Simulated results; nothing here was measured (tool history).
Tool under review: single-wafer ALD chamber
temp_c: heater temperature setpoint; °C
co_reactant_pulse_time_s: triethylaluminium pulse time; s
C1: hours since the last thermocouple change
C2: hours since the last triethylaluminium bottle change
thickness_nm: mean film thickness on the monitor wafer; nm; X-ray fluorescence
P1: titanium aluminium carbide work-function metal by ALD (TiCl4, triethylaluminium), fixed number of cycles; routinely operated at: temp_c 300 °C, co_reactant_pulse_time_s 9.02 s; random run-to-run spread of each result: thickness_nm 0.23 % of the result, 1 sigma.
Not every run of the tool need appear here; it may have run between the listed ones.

Run 1, hour 2.5: temp_c 300 °C, co_reactant_pulse_time_s 9.02 s; C1 440.1; C2 1173.7. Result: thickness_nm 1.9762 nm.
Run 2, hour 5.4: temp_c 300 °C, co_reactant_pulse_time_s 9.02 s; C1 443.0; C2 1176.6. Result: thickness_nm 1.9658 nm.
At hour 7.8: thermocouple changed; heater temperature recalibrated.
Run 3, hour 9.0: temp_c 323 °C, co_reactant_pulse_time_s 9.02 s; C1 1.2; C2 1180.2. Result: thickness_nm 2.1703 nm.
Run 4, hour 12.8: temp_c 300 °C, co_reactant_pulse_time_s 9.02 s; C1 5.0; C2 1184.0. Result: thickness_nm 1.9702 nm.
Run 5, hour 17.1: temp_c 300 °C, co_reactant_pulse_time_s 13.86 s; C1 9.3; C2 1188.3. Result: thickness_nm 2.0383 nm.
Run 6, hour 22.0: temp_c 300 °C, co_reactant_pulse_time_s 9.02 s; C1 14.2; C2 1193.2. Result: thickness_nm 1.9691 nm.
Run 7, hour 25.6: temp_c 285 °C, co_reactant_pulse_time_s 14.01 s; C1 17.8; C2 1196.8. Result: thickness_nm 1.9049 nm.
Run 8, hour 28.7: temp_c 290 °C, co_reactant_pulse_time_s 5.23 s; C1 20.9; C2 1199.9. Result: thickness_nm 1.6451 nm.
Run 9, hour 31.3: temp_c 300 °C, co_reactant_pulse_time_s 9.02 s; C1 23.5; C2 1202.5. Result: thickness_nm 1.9614 nm.
Run 10, hour 34.3: temp_c 300 °C, co_reactant_pulse_time_s 4.04 s; C1 26.5; C2 1205.5. Result: thickness_nm 1.5467 nm.
Run 11, hour 37.1: temp_c 300 °C, co_reactant_pulse_time_s 9.02 s; C1 29.3; C2 1208.3. Result: thickness_nm 1.9640 nm.
Run 12, hour 40.1: temp_c 300 °C, co_reactant_pulse_time_s 9.02 s; C1 32.3; C2 1211.3. Result: thickness_nm 1.9669 nm.

What does the tool deliver on the next run?
Run 13, hour 43.9: temp_c 276 °C, co_reactant_pulse_time_s 9.02 s; C1 36.1; C2 1215.1. Result: thickness_nm ?.

{"run 13": {"thickness_nm": 1.7687}}
